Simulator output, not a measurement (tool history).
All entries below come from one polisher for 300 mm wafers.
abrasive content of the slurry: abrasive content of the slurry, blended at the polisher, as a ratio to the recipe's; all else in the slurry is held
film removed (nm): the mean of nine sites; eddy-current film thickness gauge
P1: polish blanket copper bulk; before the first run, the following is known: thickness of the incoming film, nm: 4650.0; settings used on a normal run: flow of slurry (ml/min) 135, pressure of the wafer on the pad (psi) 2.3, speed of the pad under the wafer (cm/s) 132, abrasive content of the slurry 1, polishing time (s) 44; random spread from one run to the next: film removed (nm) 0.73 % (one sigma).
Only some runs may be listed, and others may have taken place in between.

run    day  flow of slurry (ml/min)  pressure of the wafer on the pad (psi)  speed of the pad under the wafer (cm/s)  abrasive content of the slurry  polishing time (s)  wafers polished on this pad  hours since the slurry nozzle was cleaned  hours since the head pressure was calibrated  hours since the slurry blender was calibrated  film removed (nm)
  1    0.5                      135                                     2.3                                      132                               1                  44                          801                                      134.3                                         661.1                                          172.9             351.66
  2  1.025                      135                                     2.3                                       62                               1                  44                          977                                      146.9                                         673.7                                          185.5             167.36
  3  1.425                      135                                     1.6                                      132                               1                  44                         1112                                      156.5                                         683.3                                          195.1             244.88
  4  1.817                      135                                     2.3                                      132                               1                  44                         1243                                      165.9                                         692.7                                          204.5             355.57
  5  2.108                      135                                     2.3                                      132                               1                  44                         1341                                      172.9                                         699.7                                          211.5             352.19
     2.454  -- slurry blender recalibrated
  6  2.517                      135                                     2.3                                      132                               1                  44                         1478                                      182.7                                         709.5                                            1.5             355.65
  7  2.917                      135                                     2.3                                      132                               1                  56                         1613                                      192.3                                         719.1                                           11.1             448.24
  8  3.425                      200                                     2.3                                      132                               1                  44                         1783                                      204.5                                         731.3                                           23.3             379.57
  9  3.921                      135                                     2.3                                      132                               1                  30                         1950                                      216.4                                         743.2                                           35.2             241.84
 10  4.479                       80                                     2.3                                      132                               1                  44                         2137                                      229.8                                         756.6                                           48.6             316.32
 11  5.125                      135                                     2.3                                      190                               1                  44                         2354                                      245.3                                         772.1                                           64.1             517.46
 12  5.667                      135                                     3.1                                      132                               1                  44                         2536                                      258.3                                         785.1                                           77.1             478.32
 13  6.175                      135                                     2.3                                      132                               1                  44                         2706                                      270.5                                         797.3                                           89.3              354.3
 14  6.725                      135                                     2.3                                      132                             1.4                  44                         2891                                      283.7                                         810.5                                          102.5             389.53
 15  7.079                      135                                     2.3                                      132                             0.5                  44                         3010                                      292.2                                           819                                            111             306.92
 16  7.567                      135                                     2.3                                      132                               1                  44                         3174                                      303.9                                         830.7                                          122.7             353.76
 17  8.125                      135                                     2.3                                      170                            1.25                  44                         3361                                      317.3                                         844.1                                          136.1             481.97
 18  8.729                      135                                     2.3                                      132                               1                  44                         3564                                      331.8                                         858.6                                          150.6             356.13
 19  9.254                      135                                     2.3                                      132                               1                  44                         3740                                      344.4                                         871.2                                          163.2             339.19
 20  9.804                      135                                     2.3                                      132                               1                  44                         3925                                      357.6                                         884.4                                          176.4             321.96

Expected results for the next run?
       10.2  -- slurry blender recalibrated
 21  10.296                      135                                     2.3                                      132                               1                  44                         4090                                      369.4                                         896.2                                            2.4                  ?

Run 21 gave film removed (nm) 321.66.

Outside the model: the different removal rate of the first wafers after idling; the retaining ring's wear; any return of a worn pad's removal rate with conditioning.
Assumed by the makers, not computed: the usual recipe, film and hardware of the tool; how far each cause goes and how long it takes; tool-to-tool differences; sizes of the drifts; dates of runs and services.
